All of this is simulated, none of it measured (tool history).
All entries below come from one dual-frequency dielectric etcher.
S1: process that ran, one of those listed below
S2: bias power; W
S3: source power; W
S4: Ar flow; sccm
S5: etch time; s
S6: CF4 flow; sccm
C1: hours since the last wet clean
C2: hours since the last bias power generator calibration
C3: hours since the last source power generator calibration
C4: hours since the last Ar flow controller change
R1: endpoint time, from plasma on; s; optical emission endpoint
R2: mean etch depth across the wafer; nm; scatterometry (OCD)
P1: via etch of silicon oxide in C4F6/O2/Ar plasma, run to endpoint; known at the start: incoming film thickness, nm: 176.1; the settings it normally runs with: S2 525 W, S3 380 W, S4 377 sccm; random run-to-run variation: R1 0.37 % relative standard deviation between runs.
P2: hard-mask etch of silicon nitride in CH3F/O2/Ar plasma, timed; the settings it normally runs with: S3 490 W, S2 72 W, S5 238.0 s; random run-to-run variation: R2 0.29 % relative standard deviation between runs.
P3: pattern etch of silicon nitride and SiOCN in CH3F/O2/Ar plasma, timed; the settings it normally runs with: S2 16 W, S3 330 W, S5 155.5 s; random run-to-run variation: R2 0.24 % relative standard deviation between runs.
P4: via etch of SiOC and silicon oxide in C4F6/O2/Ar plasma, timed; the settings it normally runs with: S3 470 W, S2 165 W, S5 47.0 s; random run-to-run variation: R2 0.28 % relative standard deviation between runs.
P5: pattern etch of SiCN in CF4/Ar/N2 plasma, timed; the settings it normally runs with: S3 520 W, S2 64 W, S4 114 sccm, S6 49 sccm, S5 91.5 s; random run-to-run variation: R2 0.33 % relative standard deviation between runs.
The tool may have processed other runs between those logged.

Run 1, hour 19.2: S1 P1, S2 525 W, S3 380 W, S4 377 sccm; C1 310.3; C2 1659.4; C3 2547.1; C4 1697.7. Result: R1 39.226 s.
Run 2, hour 28.2: S1 P3, S2 16 W, S3 330 W, S5 195.0 s; C1 319.3; C2 1668.4; C3 2556.1; C4 1706.7. Result: R2 21.226 nm.
Run 3, hour 39.9: S1 P1, S2 525 W, S3 380 W, S4 377 sccm; C1 331.0; C2 1680.1; C3 2567.8; C4 1718.4. Result: R1 39.175 s.
Run 4, hour 56.0: S1 P1, S2 355 W, S3 380 W, S4 227 sccm; C1 347.1; C2 1696.2; C3 2583.9; C4 1734.5. Result: R1 42.940 s.
Run 5, hour 73.1: S1 P5, S2 64 W, S3 640 W, S4 114 sccm, S5 91.5 s, S6 49 sccm; C1 364.2; C2 1713.3; C3 2601.0; C4 1751.6. Result: R2 95.324 nm.
Run 6, hour 83.6: S1 P2, S2 72 W, S3 350 W, S5 238.0 s; C1 374.7; C2 1723.8; C3 2611.5; C4 1762.1. Result: R2 156.140 nm.
Run 7, hour 98.0: S1 P5, S2 64 W, S3 520 W, S4 114 sccm, S5 116.0 s, S6 49 sccm; C1 389.1; C2 1738.2; C3 2625.9; C4 1776.5. Result: R2 99.962 nm.
Run 8, hour 110.7: S1 P3, S2 16 W, S3 240 W, S5 155.5 s; C1 401.8; C2 1750.9; C3 2638.6; C4 1789.2. Result: R2 15.144 nm.
At hour 114.3: bias power generator calibrated.
Run 9, hour 127.9: S1 P5, S2 64 W, S3 520 W, S4 114 sccm, S5 91.5 s, S6 49 sccm; C1 419.0; C2 13.7; C3 2655.8; C4 1806.4. Result: R2 79.443 nm.
Run 10, hour 138.7: S1 P1, S2 716 W, S3 380 W, S4 306 sccm; C1 429.8; C2 24.5; C3 2666.6; C4 1817.2. Result: R1 34.013 s.
Run 11, hour 156.8: S1 P2, S2 72 W, S3 490 W, S5 238.0 s; C1 447.9; C2 42.6; C3 2684.7; C4 1835.3. Result: R2 176.540 nm.
Run 12, hour 170.0: S1 P5, S2 64 W, S3 520 W, S4 114 sccm, S5 91.5 s, S6 49 sccm; C1 461.1; C2 55.8; C3 2697.9; C4 1848.5. Result: R2 79.234 nm.
Run 13, hour 185.3: S1 P3, S2 16 W, S3 330 W, S5 155.5 s; C1 476.4; C2 71.1; C3 2713.2; C4 1863.8. Result: R2 16.894 nm.
Run 14, hour 201.5: S1 P3, S2 21 W, S3 330 W, S5 155.5 s; C1 492.6; C2 87.3; C3 2729.4; C4 1880.0. Result: R2 18.940 nm.
Run 15, hour 220.2: S1 P5, S2 42 W, S3 520 W, S4 114 sccm, S5 91.5 s, S6 49 sccm; C1 511.3; C2 106.0; C3 2748.1; C4 1898.7. Result: R2 68.442 nm.
Run 16, hour 229.6: S1 P5, S2 64 W, S3 520 W, S4 114 sccm, S5 91.5 s, S6 58 sccm; C1 520.7; C2 115.4; C3 2757.5; C4 1908.1. Result: R2 80.870 nm.
Run 17, hour 242.2: S1 P4, S2 165 W, S3 470 W, S5 58.5 s; C1 533.3; C2 128.0; C3 2770.1; C4 1920.7. Result: R2 69.318 nm.
Run 18, hour 251.3: S1 P2, S2 72 W, S3 490 W, S5 325.0 s; C1 542.4; C2 137.1; C3 2779.2; C4 1929.8. Result: R2 242.740 nm.
Run 19, hour 261.8: S1 P1, S2 525 W, S3 380 W, S4 290 sccm; C1 552.9; C2 147.6; C3 2789.7; C4 1940.3. Result: R1 38.270 s.
Run 20, hour 274.8: S1 P1, S2 525 W, S3 380 W, S4 469 sccm; C1 565.9; C2 160.6; C3 2802.7; C4 1953.3. Result: R1 40.082 s.
Run 21, hour 290.8: S1 P4, S2 119 W, S3 470 W, S5 47.0 s; C1 581.9; C2 176.6; C3 2818.7; C4 1969.3. Result: R2 50.598 nm.
Run 22, hour 300.2: S1 P4, S2 165 W, S3 470 W, S5 47.0 s; C1 591.3; C2 186.0; C3 2828.1; C4 1978.7. Result: R2 55.703 nm.
Run 23, hour 314.5: S1 P1, S2 525 W, S3 520 W, S4 377 sccm; C1 605.6; C2 200.3; C3 2842.4; C4 1993.0. Result: R1 34.790 s.
Run 24, hour 331.1: S1 P4, S2 165 W, S3 560 W, S5 47.0 s; C1 622.2; C2 216.9; C3 2859.0; C4 2009.6. Result: R2 59.872 nm.
Run 25, hour 345.4: S1 P1, S2 525 W, S3 300 W, S4 377 sccm; C1 636.5; C2 231.2; C3 2873.3; C4 2023.9. Result: R1 42.718 s.
Run 26, hour 354.0: S1 P1, S2 525 W, S3 380 W, S4 377 sccm; C1 645.1; C2 239.8; C3 2881.9; C4 2032.5. Result: R1 39.351 s.
Run 27, hour 370.0: S1 P1, S2 525 W, S3 310 W, S4 292 sccm; C1 661.1; C2 255.8; C3 2897.9; C4 2048.5. Result: R1 41.087 s.
Run 28, hour 380.8: S1 P2, S2 100 W, S3 490 W, S5 238.0 s; C1 671.9; C2 266.6; C3 2908.7; C4 2059.3. Result: R2 199.690 nm.
Run 29, hour 393.5: S1 P1, S2 723 W, S3 380 W, S4 377 sccm; C1 684.6; C2 279.3; C3 2921.4; C4 2072.0. Result: R1 34.724 s.
Run 30, hour 411.4: S1 P1, S2 525 W, S3 380 W, S4 377 sccm; C1 702.5; C2 297.2; C3 2939.3; C4 2089.9. Result: R1 39.147 s.
Run 31, hour 422.6: S1 P4, S2 165 W, S3 470 W, S5 47.0 s; C1 713.7; C2 308.4; C3 2950.5; C4 2101.1. Result: R2 55.843 nm.
Run 32, hour 435.8: S1 P1, S2 525 W, S3 380 W, S4 377 sccm; C1 726.9; C2 321.6; C3 2963.7; C4 2114.3. Result: R1 39.288 s.
Run 33, hour 447.1: S1 P1, S2 525 W, S3 380 W, S4 377 sccm; C1 738.2; C2 332.9; C3 2975.0; C4 2125.6. Result: R1 39.462 s.
Run 34, hour 459.3: S1 P3, S2 16 W, S3 330 W, S5 155.5 s; C1 750.4; C2 345.1; C3 2987.2; C4 2137.8. Result: R2 16.912 nm.
Run 35, hour 468.7: S1 P5, S2 64 W, S3 520 W, S4 161 sccm, S5 91.5 s, S6 49 sccm; C1 759.8; C2 354.5; C3 2996.6; C4 2147.2. Result: R2 74.307 nm.
Run 36, hour 481.2: S1 P1, S2 330 W, S3 380 W, S4 377 sccm; C1 772.3; C2 367.0; C3 3009.1; C4 2159.7. Result: R1 46.369 s.
Run 37, hour 498.6: S1 P1, S2 525 W, S3 380 W, S4 377 sccm; C1 789.7; C2 384.4; C3 3026.5; C4 2177.1. Result: R1 39.476 s.
Run 38, hour 517.3: S1 P1, S2 525 W, S3 380 W, S4 377 sccm; C1 808.4; C2 403.1; C3 3045.2; C4 2195.8. Result: R1 39.199 s.
Run 39, hour 526.6: S1 P1, S2 525 W, S3 380 W, S4 377 sccm; C1 817.7; C2 412.4; C3 3054.5; C4 2205.1. Result: R1 39.578 s.
Run 40, hour 544.6: S1 P1, S2 525 W, S3 380 W, S4 377 sccm; C1 835.7; C2 430.4; C3 3072.5; C4 2223.1. Result: R1 39.751 s.
At hour 556.0: wet clean of the chamber.
Run 41, hour 559.2: S1 P1, S2 525 W, S3 380 W, S4 377 sccm; C1 3.2; C2 445.0; C3 3087.1; C4 2237.7. Result: R1 39.786 s.
Run 42, hour 570.9: S1 P1, S2 525 W, S3 380 W, S4 377 sccm; C1 14.9; C2 456.7; C3 3098.8; C4 2249.4. Result: R1 39.681 s.
Run 43, hour 584.4: S1 P1, S2 525 W, S3 380 W, S4 377 sccm; C1 28.4; C2 470.2; C3 3112.3; C4 2262.9. Result: R1 39.963 s.
Run 44, hour 603.4: S1 P1, S2 525 W, S3 380 W, S4 377 sccm; C1 47.4; C2 489.2; C3 3131.3; C4 2281.9. Result: R1 40.052 s.
Run 45, hour 616.5: S1 P1, S2 525 W, S3 380 W, S4 377 sccm; C1 60.5; C2 502.3; C3 3144.4; C4 2295.0. Result: R1 39.952 s.
Run 46, hour 632.9: S1 P1, S2 525 W, S3 380 W, S4 377 sccm; C1 76.9; C2 518.7; C3 3160.8; C4 2311.4. Result: R1 40.029 s.
Run 47, hour 650.4: S1 P1, S2 525 W, S3 380 W, S4 377 sccm; C1 94.4; C2 536.2; C3 3178.3; C4 2328.9. Result: R1 40.120 s.

P1 no longer gives what it gave before; its output has crept away from where it was. The following 2 causes, each at its listed size, fit the log equally well:
A: source power that arrives under what is set, % = 4.89
B: bias power that arrives under what is set, % = 4.78
The creep began at about hour 498.6.
All other causes, with the reason each is excluded:
chamber walls in a state that lowers the etch rate, %: maintenance at hour 556.0, after the shift began, did not return the process to its former output
Ar flow that arrives over what is set, %: cannot exceed 8; that much would move R1 by +0.9 %, which falls short of the creep or goes against it

Each of the 4 check runs below uses one wafer; its results are left as question marks. Which run tells the causes apart?
Run check 1, hour 667.9: S1 P5, S2 64 W, S3 520 W, S4 114 sccm, S5 91.5 s, S6 49 sccm. Result: R2 ?.
Run check 2, hour 667.9: S1 P2, S2 72 W, S3 490 W, S5 238.0 s. Result: R2 ?.
Run check 3, hour 667.9: S1 P4, S2 165 W, S3 470 W, S5 47.0 s. Result: R2 ?.
Run check 4, hour 667.9: S1 P3, S2 16 W, S3 330 W, S5 155.5 s. Result: R2 ?.

Expected result of each check under each candidate cause:
  check  result     if A     if B
check 1      R2   75.656   77.651
check 2      R2  173.990  174.450
check 3      R2   54.691   54.931
check 4      R2   16.631   16.587
Gap, in per cent, between the two causes that each check separates least, read from the result that separates them most: check 1 2.6 %; check 2 0.26 %; check 3 0.44 %; check 4 0.27 %
The causes can be told apart only by check 1. The other checks would give nearly the same results under each of them.

With check 1 done, the readings were: R2 77.572 nm. Identify which of the listed causes applies.

It is B: bias power that arrives under what is set, %.
